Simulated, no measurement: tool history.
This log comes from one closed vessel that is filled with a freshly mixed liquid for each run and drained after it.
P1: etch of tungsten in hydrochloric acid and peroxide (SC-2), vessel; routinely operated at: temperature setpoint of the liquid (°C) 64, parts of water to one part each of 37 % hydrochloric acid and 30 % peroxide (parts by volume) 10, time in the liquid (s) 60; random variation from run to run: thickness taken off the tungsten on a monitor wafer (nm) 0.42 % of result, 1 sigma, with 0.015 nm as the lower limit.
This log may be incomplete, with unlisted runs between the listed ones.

run,hour,temperature setpoint of the liquid (°C),parts of water to one part each of 37 % hydrochloric acid and 30 % peroxide (parts by volume),time in the liquid (s),thickness taken off the tungsten on a monitor wafer (nm)
1,4.7,64,10,60,49.058
2,9.1,72,10,85,113.230
3,13.7,64,10,60,49.829
4,18.2,72,10,30,40.145
5,23.0,49,10,60,19.086
6,28.0,64,10,60,49.963
7,32.6,72,10,60,79.921
8,35.5,64,4,60,99.102
9,37.6,64,10,60,49.604
10,42.2,64,10,105,86.376
11,45.0,64,18,60,29.817
12,47.8,64,10,30,24.853
13,51.0,64,10,60,49.713
14,54.4,64,10,60,51.473
15,58.7,64,10,60,52.603
16,62.4,64,10,60,53.414
17,67.3,64,10,60,53.960
18,70.0,64,10,60,53.681
19,73.4,64,10,60,54.032

Compared with where it was, what P1 gives has crept away. Each cause listed below fits the log as well as the rest, at the size given for it:
A: liquid hotter than its thermometer reads (K) = 1.38
B: chemicals flow above the setpoint (%) = 10.7
The onset of the drift is placed at about hour 51.0.
All other causes, with the reason each is excluded:
peroxide weaker than its label (%): cannot exceed 8; that much would move thickness taken off the tungsten on a monitor wafer (nm) by -7.4 %, which falls short of the creep or goes against it

Each of the check runs listed below is run on 2 wafers and reports their average, with the results left as question marks. Pick the one under which the possible causes would lead to clearly different results.
check 1,76.8,51.5,4.0,60,?
check 2,76.8,70.5,10.0,60,?
check 3,76.8,52.5,18.0,60,?
check 4,76.8,49.0,14.5,60,?

What each check would give under each cause:
check,result,if A,if B
check 1,thickness taken off the tungsten on a monitor wafer (nm),49.018,47.850
check 2,thickness taken off the tungsten on a monitor wafer (nm),79.445,79.682
check 3,thickness taken off the tungsten on a monitor wafer (nm),15.698,15.710
check 4,thickness taken off the tungsten on a monitor wafer (nm),15.113,15.062
Minimum pairwise separation of causes per check, each pair taken at its best-separating result: check 1 2.41 %; check 2 0.3 %; check 3 0.08 %; check 4 0.34 %
Check 1 tells the causes apart: in the others they would give nearly the same result.

After running check 1, the following was obtained: thickness taken off the tungsten on a monitor wafer (nm) 47.811. Which cause does this point to?

B is the cause: chemicals flow above the setpoint (%).
